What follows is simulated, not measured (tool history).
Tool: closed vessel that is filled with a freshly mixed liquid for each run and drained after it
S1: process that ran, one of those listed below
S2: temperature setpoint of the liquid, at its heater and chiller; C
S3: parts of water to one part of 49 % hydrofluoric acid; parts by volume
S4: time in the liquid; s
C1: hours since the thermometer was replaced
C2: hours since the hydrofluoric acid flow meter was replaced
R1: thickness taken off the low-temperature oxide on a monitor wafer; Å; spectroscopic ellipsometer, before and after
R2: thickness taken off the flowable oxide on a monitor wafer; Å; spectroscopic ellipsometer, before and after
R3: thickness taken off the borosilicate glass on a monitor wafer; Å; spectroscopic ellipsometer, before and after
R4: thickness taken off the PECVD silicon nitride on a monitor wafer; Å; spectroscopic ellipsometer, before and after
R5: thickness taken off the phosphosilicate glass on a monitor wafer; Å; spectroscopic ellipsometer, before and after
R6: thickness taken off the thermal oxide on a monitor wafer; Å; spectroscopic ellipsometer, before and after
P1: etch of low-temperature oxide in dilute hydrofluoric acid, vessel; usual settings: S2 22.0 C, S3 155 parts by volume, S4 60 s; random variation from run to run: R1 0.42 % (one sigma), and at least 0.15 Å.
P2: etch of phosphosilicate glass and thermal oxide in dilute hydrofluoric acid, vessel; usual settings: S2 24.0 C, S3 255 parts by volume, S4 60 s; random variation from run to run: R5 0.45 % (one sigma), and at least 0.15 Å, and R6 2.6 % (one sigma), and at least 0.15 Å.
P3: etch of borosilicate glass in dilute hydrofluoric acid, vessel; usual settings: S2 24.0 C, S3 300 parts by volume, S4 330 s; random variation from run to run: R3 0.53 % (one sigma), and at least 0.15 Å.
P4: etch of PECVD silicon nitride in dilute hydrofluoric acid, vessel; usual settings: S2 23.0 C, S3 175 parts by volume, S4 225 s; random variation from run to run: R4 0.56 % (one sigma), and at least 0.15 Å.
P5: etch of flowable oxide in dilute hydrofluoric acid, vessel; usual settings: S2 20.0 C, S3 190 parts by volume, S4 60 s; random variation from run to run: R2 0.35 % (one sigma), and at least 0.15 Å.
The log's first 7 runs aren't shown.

run     day  S1    S2   S3   S4      C1      C2       R1       R2       R3       R4       R5       R6
  8   4.529  P5  20.0  190   60  1128.6  1538.7            93.527
  9   5.192  P5  20.0  315   60  1144.5  1554.6            50.414
 10   5.858  P1  22.0   80   60  1160.5  1570.6  176.610
 11   6.558  P1  22.0  285   60  1177.3  1587.4   38.960
 12   6.975  P1  26.0  280   60  1187.3  1597.4   46.705
 13   7.467  P2  24.0   85   60  1199.1  1609.2                                      1386.60  32.4510
 14   8.021  P3  17.5  300  330  1212.4  1622.5                    167.550
 15   8.625  P4  31.0  175  225  1226.9  1637.0                             111.800
 16   9.254  P3  24.0  300  330  1242.0  1652.1                    210.380
 17   9.779  P4  23.0  175  420  1254.6  1664.7                             128.040
 18  10.367  P1  22.0  155   60  1268.7  1678.8   82.828
 19  10.817  P1  22.0  210   30  1279.5  1689.6   28.963
 20  11.358  P2  24.0  255   60  1292.5  1702.6                                       382.11   9.0551
 21  11.946  P5  26.5  190   60  1306.6  1716.7           119.190
 22  12.525  P3  24.0  300  140  1320.5  1730.6                     90.375
 23  12.917  P4  23.0  175  225  1329.9  1740.0                              68.281
 24  13.667  P1  22.0  155   60  1347.9  1758.0   82.639

Run 25 comes next. What will it give?
 25  14.438  P2  24.0  255  100  1366.4  1776.5                   ?   ?

{"run 25": {"R5": 637.54, "R6": 14.743}}
